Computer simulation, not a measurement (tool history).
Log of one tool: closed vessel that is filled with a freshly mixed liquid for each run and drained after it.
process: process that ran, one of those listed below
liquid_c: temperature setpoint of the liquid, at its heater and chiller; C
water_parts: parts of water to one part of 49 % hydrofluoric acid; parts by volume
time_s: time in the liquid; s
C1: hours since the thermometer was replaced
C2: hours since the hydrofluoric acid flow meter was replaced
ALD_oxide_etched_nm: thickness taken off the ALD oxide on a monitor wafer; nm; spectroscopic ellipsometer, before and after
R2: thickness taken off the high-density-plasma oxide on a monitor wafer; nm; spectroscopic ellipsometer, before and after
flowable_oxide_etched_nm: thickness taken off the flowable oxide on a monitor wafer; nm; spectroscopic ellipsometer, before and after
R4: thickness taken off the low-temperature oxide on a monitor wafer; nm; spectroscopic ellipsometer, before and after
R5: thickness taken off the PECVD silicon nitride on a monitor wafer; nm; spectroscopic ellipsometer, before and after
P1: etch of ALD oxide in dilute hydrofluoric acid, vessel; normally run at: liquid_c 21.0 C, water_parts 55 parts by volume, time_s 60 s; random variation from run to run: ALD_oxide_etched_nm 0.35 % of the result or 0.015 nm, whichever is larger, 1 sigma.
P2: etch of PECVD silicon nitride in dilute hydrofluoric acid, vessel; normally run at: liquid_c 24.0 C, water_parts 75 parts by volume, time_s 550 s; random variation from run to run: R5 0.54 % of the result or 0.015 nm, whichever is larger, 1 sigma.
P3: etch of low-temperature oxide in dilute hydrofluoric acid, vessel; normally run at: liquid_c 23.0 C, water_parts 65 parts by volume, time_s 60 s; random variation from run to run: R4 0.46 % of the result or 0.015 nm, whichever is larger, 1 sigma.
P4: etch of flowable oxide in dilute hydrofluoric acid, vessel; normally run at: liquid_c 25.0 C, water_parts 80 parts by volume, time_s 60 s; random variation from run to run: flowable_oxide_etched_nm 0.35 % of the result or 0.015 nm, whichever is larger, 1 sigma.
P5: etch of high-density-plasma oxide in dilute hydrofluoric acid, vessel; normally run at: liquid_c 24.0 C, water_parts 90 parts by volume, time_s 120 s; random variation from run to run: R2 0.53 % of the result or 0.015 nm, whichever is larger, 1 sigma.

{"run": 1, "hour": 9.0, "process": "P1", "liquid_c": 21.0, "water_parts": 55, "time_s": 60, "C1": 104.9, "C2": 1515.9, "ALD_oxide_etched_nm": 22.057}
{"run": 2, "hour": 24.1, "process": "P5", "liquid_c": 24.0, "water_parts": 90, "time_s": 45, "C1": 120.0, "C2": 1531.0, "R2": 5.6576}
{"run": 3, "hour": 32.2, "process": "P4", "liquid_c": 25.0, "water_parts": 35, "time_s": 60, "C1": 128.1, "C2": 1539.1, "flowable_oxide_etched_nm": 101.75}
{"run": 4, "hour": 47.5, "process": "P1", "liquid_c": 29.0, "water_parts": 55, "time_s": 60, "C1": 143.4, "C2": 1554.4, "ALD_oxide_etched_nm": 30.518}
{"run": 5, "hour": 63.5, "process": "P5", "liquid_c": 24.0, "water_parts": 90, "time_s": 120, "C1": 159.4, "C2": 1570.4, "R2": 15.16}
{"run": 6, "hour": 74.7, "process": "P3", "liquid_c": 23.0, "water_parts": 65, "time_s": 60, "C1": 170.6, "C2": 1581.6, "R4": 19.207}
{"run": 7, "hour": 89.5, "process": "P1", "liquid_c": 21.0, "water_parts": 55, "time_s": 60, "C1": 185.4, "C2": 1596.4, "ALD_oxide_etched_nm": 22.078}
{"run": 8, "hour": 100.1, "process": "P4", "liquid_c": 25.0, "water_parts": 80, "time_s": 60, "C1": 196.0, "C2": 1607.0, "flowable_oxide_etched_nm": 42.041}
{"run": 9, "hour": 116.1, "process": "P2", "liquid_c": 24.0, "water_parts": 75, "time_s": 550, "C1": 212.0, "C2": 1623.0, "R5": 23.856}
{"run": 10, "hour": 126.3, "process": "P3", "liquid_c": 29.0, "water_parts": 65, "time_s": 60, "C1": 222.2, "C2": 1633.2, "R4": 24.771}
{"run": 11, "hour": 140.1, "process": "P1", "liquid_c": 21.0, "water_parts": 25, "time_s": 30, "C1": 236.0, "C2": 1647.0, "ALD_oxide_etched_nm": 25.116}
{"run": 12, "hour": 156.7, "process": "P3", "liquid_c": 23.0, "water_parts": 65, "time_s": 100, "C1": 252.6, "C2": 1663.6, "R4": 32.45}
{"run": 13, "hour": 169.5, "process": "P5", "liquid_c": 29.5, "water_parts": 90, "time_s": 120, "C1": 265.4, "C2": 1676.4, "R2": 18.857}
{"run": 14, "hour": 177.8, "process": "P1", "liquid_c": 21.0, "water_parts": 20, "time_s": 60, "C1": 273.7, "C2": 1684.7, "ALD_oxide_etched_nm": 63.308}
{"run": 15, "hour": 185.7, "process": "P5", "liquid_c": 24.0, "water_parts": 160, "time_s": 120, "C1": 281.6, "C2": 1692.6, "R2": 7.8194}
{"run": 16, "hour": 197.4, "process": "P1", "liquid_c": 21.0, "water_parts": 55, "time_s": 90, "C1": 293.3, "C2": 1704.3, "ALD_oxide_etched_nm": 33.209}
{"run": 17, "hour": 209.8, "process": "P1", "liquid_c": 21.0, "water_parts": 55, "time_s": 60, "C1": 305.7, "C2": 1716.7, "ALD_oxide_etched_nm": 22.05}
{"run": 18, "hour": 218.1, "process": "P3", "liquid_c": 23.0, "water_parts": 25, "time_s": 60, "C1": 314.0, "C2": 1725.0, "R4": 53.397}
{"run": 19, "hour": 230.7, "process": "P1", "liquid_c": 21.0, "water_parts": 55, "time_s": 60, "C1": 326.6, "C2": 1737.6, "ALD_oxide_etched_nm": 21.9}
{"run": 20, "hour": 241.8, "process": "P2", "liquid_c": 24.0, "water_parts": 75, "time_s": 550, "C1": 337.7, "C2": 1748.7, "R5": 24.174}
{"run": 21, "hour": 256.7, "process": "P1", "liquid_c": 21.0, "water_parts": 80, "time_s": 60, "C1": 352.6, "C2": 1763.6, "ALD_oxide_etched_nm": 14.745}
{"run": 22, "hour": 273.5, "process": "P1", "liquid_c": 21.0, "water_parts": 20, "time_s": 30, "C1": 369.4, "C2": 1780.4, "ALD_oxide_etched_nm": 31.526}
{"run": 23, "hour": 283.6, "process": "P2", "liquid_c": 24.0, "water_parts": 75, "time_s": 175, "C1": 379.5, "C2": 1790.5, "R5": 7.6297}
{"run": 24, "hour": 296.0, "process": "P2", "liquid_c": 24.0, "water_parts": 135, "time_s": 550, "C1": 391.9, "C2": 1802.9, "R5": 13.52}
{"run": 25, "hour": 311.8, "process": "P2", "liquid_c": 31.0, "water_parts": 75, "time_s": 550, "C1": 407.7, "C2": 1818.7, "R5": 37.603}
{"run": 26, "hour": 325.4, "process": "P4", "liquid_c": 25.0, "water_parts": 80, "time_s": 30, "C1": 421.3, "C2": 1832.3, "flowable_oxide_etched_nm": 20.991}
{"run": 27, "hour": 335.2, "process": "P1", "liquid_c": 17.0, "water_parts": 20, "time_s": 60, "C1": 431.1, "C2": 1842.1, "ALD_oxide_etched_nm": 53.273}
{"run": 28, "hour": 343.5, "process": "P1", "liquid_c": 17.0, "water_parts": 55, "time_s": 60, "C1": 439.4, "C2": 1850.4, "ALD_oxide_etched_nm": 18.521}
{"run": 29, "hour": 354.5, "process": "P4", "liquid_c": 19.5, "water_parts": 80, "time_s": 60, "C1": 450.4, "C2": 1861.4, "flowable_oxide_etched_nm": 33.53}
{"run": 30, "hour": 362.3, "process": "P1", "liquid_c": 21.0, "water_parts": 55, "time_s": 60, "C1": 458.2, "C2": 1869.2, "ALD_oxide_etched_nm": 22.018}
{"run": 31, "hour": 373.4, "process": "P1", "liquid_c": 21.0, "water_parts": 55, "time_s": 30, "C1": 469.3, "C2": 1880.3, "ALD_oxide_etched_nm": 11.034}
{"run": 32, "hour": 382.6, "process": "P1", "liquid_c": 21.0, "water_parts": 55, "time_s": 60, "C1": 478.5, "C2": 1889.5, "ALD_oxide_etched_nm": 22.013}
{"run": 33, "hour": 396.6, "process": "P1", "liquid_c": 21.0, "water_parts": 55, "time_s": 60, "C1": 492.5, "C2": 1903.5, "ALD_oxide_etched_nm": 21.379}
{"run": 34, "hour": 408.9, "process": "P1", "liquid_c": 21.0, "water_parts": 55, "time_s": 60, "C1": 504.8, "C2": 1915.8, "ALD_oxide_etched_nm": 21.092}
{"run": 35, "hour": 423.7, "process": "P1", "liquid_c": 21.0, "water_parts": 55, "time_s": 60, "C1": 519.6, "C2": 1930.6, "ALD_oxide_etched_nm": 20.909}
{"run": 36, "hour": 433.4, "process": "P1", "liquid_c": 21.0, "water_parts": 55, "time_s": 60, "C1": 529.3, "C2": 1940.3, "ALD_oxide_etched_nm": 20.753}
{"run": 37, "hour": 445.6, "process": "P1", "liquid_c": 21.0, "water_parts": 55, "time_s": 60, "C1": 541.5, "C2": 1952.5, "ALD_oxide_etched_nm": 20.646}
{"run": 38, "hour": 455.3, "process": "P1", "liquid_c": 21.0, "water_parts": 55, "time_s": 60, "C1": 551.2, "C2": 1962.2, "ALD_oxide_etched_nm": 20.753}
{"run": 39, "hour": 463.1, "process": "P1", "liquid_c": 21.0, "water_parts": 55, "time_s": 60, "C1": 559.0, "C2": 1970.0, "ALD_oxide_etched_nm": 20.658}
{"run": 40, "hour": 477.9, "process": "P1", "liquid_c": 21.0, "water_parts": 55, "time_s": 60, "C1": 573.8, "C2": 1984.8, "ALD_oxide_etched_nm": 20.658}
{"run": 41, "hour": 492.4, "process": "P1", "liquid_c": 21.0, "water_parts": 55, "time_s": 60, "C1": 588.3, "C2": 1999.3, "ALD_oxide_etched_nm": 20.5}

What P1 gives has crept away from where it was. These 2 causes fit the log equally well, each at the size given:
A: hydrofluoric acid flow below the setpoint (%) = 6.02
B: liquid colder than its thermometer reads (K) = 1.58
The creep began at about hour 382.6.

4 check runs are offered, one wafer each, their results left as question marks. Which one tells the causes apart?
{"run": "check 1", "hour": 506.9, "process": "P3", "liquid_c": 23.0, "water_parts": 65, "time_s": 60, "R4": "?"}
{"run": "check 2", "hour": 506.9, "process": "P4", "liquid_c": 25.0, "water_parts": 80, "time_s": 60, "flowable_oxide_etched_nm": "?"}
{"run": "check 3", "hour": 506.9, "process": "P5", "liquid_c": 24.0, "water_parts": 90, "time_s": 120, "R2": "?"}
{"run": "check 4", "hour": 506.9, "process": "P2", "liquid_c": 24.0, "water_parts": 75, "time_s": 550, "R5": "?"}

What each check would give under each cause:
check=check_1 result=R4 if_A=18.108 if_B=18.145
check=check_2 result=flowable_oxide_etched_nm if_A=39.175 if_B=39.381
check=check_3 result=R2 if_A=14.1780 if_B=14.2600
check=check_4 result=R5 if_A=22.5900 if_B=21.5990
How far apart the two closest causes lie, in the result that separates them most: check 1 0.21 %; check 2 0.52 %; check 3 0.58 %; check 4 4.49 %
Check 4 tells the causes apart: in the others they would give nearly the same result.

Then check 4 was run and gave: R5 22.5760 nm. Which cause is it?

It is A: hydrofluoric acid flow below the setpoint (%).
